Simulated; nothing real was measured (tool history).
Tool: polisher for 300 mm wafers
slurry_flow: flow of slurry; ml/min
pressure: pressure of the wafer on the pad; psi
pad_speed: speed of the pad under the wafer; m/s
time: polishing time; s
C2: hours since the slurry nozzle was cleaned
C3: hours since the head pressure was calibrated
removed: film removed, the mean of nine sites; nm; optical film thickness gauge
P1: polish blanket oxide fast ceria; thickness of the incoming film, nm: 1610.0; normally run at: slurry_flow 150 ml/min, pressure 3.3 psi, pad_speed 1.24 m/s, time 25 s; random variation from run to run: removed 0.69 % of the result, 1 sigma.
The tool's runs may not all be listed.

{"run": 1, "hour": 8.8, "slurry_flow": 150, "pressure": 3.3, "pad_speed": 1.24, "time": 25, "wafers polished on this pad": 506, "C2": 154.2, "C3": 677.4, "removed": 662.55}
{"run": 2, "hour": 19.1, "slurry_flow": 220, "pressure": 3.3, "pad_speed": 1.24, "time": 25, "wafers polished on this pad": 683, "C2": 164.5, "C3": 687.7, "removed": 700.15}
{"run": 3, "hour": 31.1, "slurry_flow": 150, "pressure": 5.2, "pad_speed": 1.24, "time": 25, "wafers polished on this pad": 890, "C2": 176.5, "C3": 699.7, "removed": 1048.6}
{"run": 4, "hour": 46.9, "slurry_flow": 90, "pressure": 3.3, "pad_speed": 1.24, "time": 25, "wafers polished on this pad": 1162, "C2": 192.3, "C3": 715.5, "removed": 582.58}
{"run": 5, "hour": 59.0, "slurry_flow": 150, "pressure": 3.3, "pad_speed": 0.88, "time": 25, "wafers polished on this pad": 1370, "C2": 204.4, "C3": 727.6, "removed": 466.95}
{"run": 6, "hour": 67.3, "slurry_flow": 95, "pressure": 3.3, "pad_speed": 0.8, "time": 25, "wafers polished on this pad": 1513, "C2": 212.7, "C3": 735.9, "removed": 392.47}
{"hour": 82.5, "done": "head pressure recalibrated"}
{"run": 7, "hour": 82.6, "slurry_flow": 150, "pressure": 3.3, "pad_speed": 1.24, "time": 25, "wafers polished on this pad": 1776, "C2": 228, "C3": 0.1, "removed": 662.96}
{"run": 8, "hour": 91.5, "slurry_flow": 150, "pressure": 3.3, "pad_speed": 1.24, "time": 37, "wafers polished on this pad": 1929, "C2": 236.9, "C3": 9, "removed": 977.64}
{"run": 9, "hour": 107.1, "slurry_flow": 150, "pressure": 3.3, "pad_speed": 1.24, "time": 18, "wafers polished on this pad": 2197, "C2": 252.5, "C3": 24.6, "removed": 479.36}
{"run": 10, "hour": 117.4, "slurry_flow": 150, "pressure": 3.3, "pad_speed": 1.96, "time": 25, "wafers polished on this pad": 2374, "C2": 262.8, "C3": 34.9, "removed": 1041}
{"run": 11, "hour": 130.9, "slurry_flow": 150, "pressure": 3.3, "pad_speed": 1.24, "time": 25, "wafers polished on this pad": 2607, "C2": 276.3, "C3": 48.4, "removed": 661.18}
{"hour": 138.6, "done": "worn pad replaced by a new one"}
{"run": 12, "hour": 139.8, "slurry_flow": 150, "pressure": 3.3, "pad_speed": 1.24, "time": 25, "wafers polished on this pad": 22, "C2": 285.2, "C3": 57.3, "removed": 659.37}
{"run": 13, "hour": 149.3, "slurry_flow": 150, "pressure": 1.5, "pad_speed": 1.24, "time": 25, "wafers polished on this pad": 185, "C2": 294.7, "C3": 66.8, "removed": 299.54}
{"run": 14, "hour": 158.2, "slurry_flow": 150, "pressure": 3.3, "pad_speed": 1.24, "time": 25, "wafers polished on this pad": 338, "C2": 303.6, "C3": 75.7, "removed": 658.93}
{"run": 15, "hour": 166.1, "slurry_flow": 150, "pressure": 3.3, "pad_speed": 0.84, "time": 33, "wafers polished on this pad": 474, "C2": 311.5, "C3": 83.6, "removed": 586.12}
{"run": 16, "hour": 181.7, "slurry_flow": 150, "pressure": 3.3, "pad_speed": 1.24, "time": 25, "wafers polished on this pad": 743, "C2": 327.1, "C3": 99.2, "removed": 656.91}
{"run": 17, "hour": 194.8, "slurry_flow": 150, "pressure": 3.3, "pad_speed": 1.24, "time": 25, "wafers polished on this pad": 968, "C2": 340.2, "C3": 112.3, "removed": 647.47}
{"run": 18, "hour": 211.3, "slurry_flow": 150, "pressure": 3.3, "pad_speed": 1.24, "time": 25, "wafers polished on this pad": 1252, "C2": 356.7, "C3": 128.8, "removed": 628.09}
{"run": 19, "hour": 220.4, "slurry_flow": 150, "pressure": 3.3, "pad_speed": 1.24, "time": 25, "wafers polished on this pad": 1408, "C2": 365.8, "C3": 137.9, "removed": 624.69}
{"run": 20, "hour": 228.2, "slurry_flow": 150, "pressure": 3.3, "pad_speed": 1.24, "time": 25, "wafers polished on this pad": 1543, "C2": 373.6, "C3": 145.7, "removed": 618.47}
{"run": 21, "hour": 242.8, "slurry_flow": 150, "pressure": 3.3, "pad_speed": 1.24, "time": 25, "wafers polished on this pad": 1794, "C2": 388.2, "C3": 160.3, "removed": 611.41}
{"run": 22, "hour": 256.8, "slurry_flow": 150, "pressure": 3.3, "pad_speed": 1.24, "time": 25, "wafers polished on this pad": 2035, "C2": 402.2, "C3": 174.3, "removed": 615.96}
{"run": 23, "hour": 267.2, "slurry_flow": 150, "pressure": 3.3, "pad_speed": 1.24, "time": 25, "wafers polished on this pad": 2214, "C2": 412.6, "C3": 184.7, "removed": 616.37}
{"hour": 270.4, "done": "worn pad replaced by a new one"}
{"run": 24, "hour": 276.8, "slurry_flow": 150, "pressure": 3.3, "pad_speed": 1.24, "time": 25, "wafers polished on this pad": 111, "C2": 422.2, "C3": 194.3, "removed": 612.23}
{"run": 25, "hour": 290.4, "slurry_flow": 150, "pressure": 3.3, "pad_speed": 1.24, "time": 25, "wafers polished on this pad": 345, "C2": 435.8, "C3": 207.9, "removed": 598.43}

The next listed run, before its measurement:
{"run": 26, "hour": 298.8, "slurry_flow": 150, "pressure": 3.3, "pad_speed": 1.24, "time": 25, "wafers polished on this pad": 490, "C2": 444.2, "C3": 216.3, "removed": "?"}

{"run 26": {"removed": 605.28}}

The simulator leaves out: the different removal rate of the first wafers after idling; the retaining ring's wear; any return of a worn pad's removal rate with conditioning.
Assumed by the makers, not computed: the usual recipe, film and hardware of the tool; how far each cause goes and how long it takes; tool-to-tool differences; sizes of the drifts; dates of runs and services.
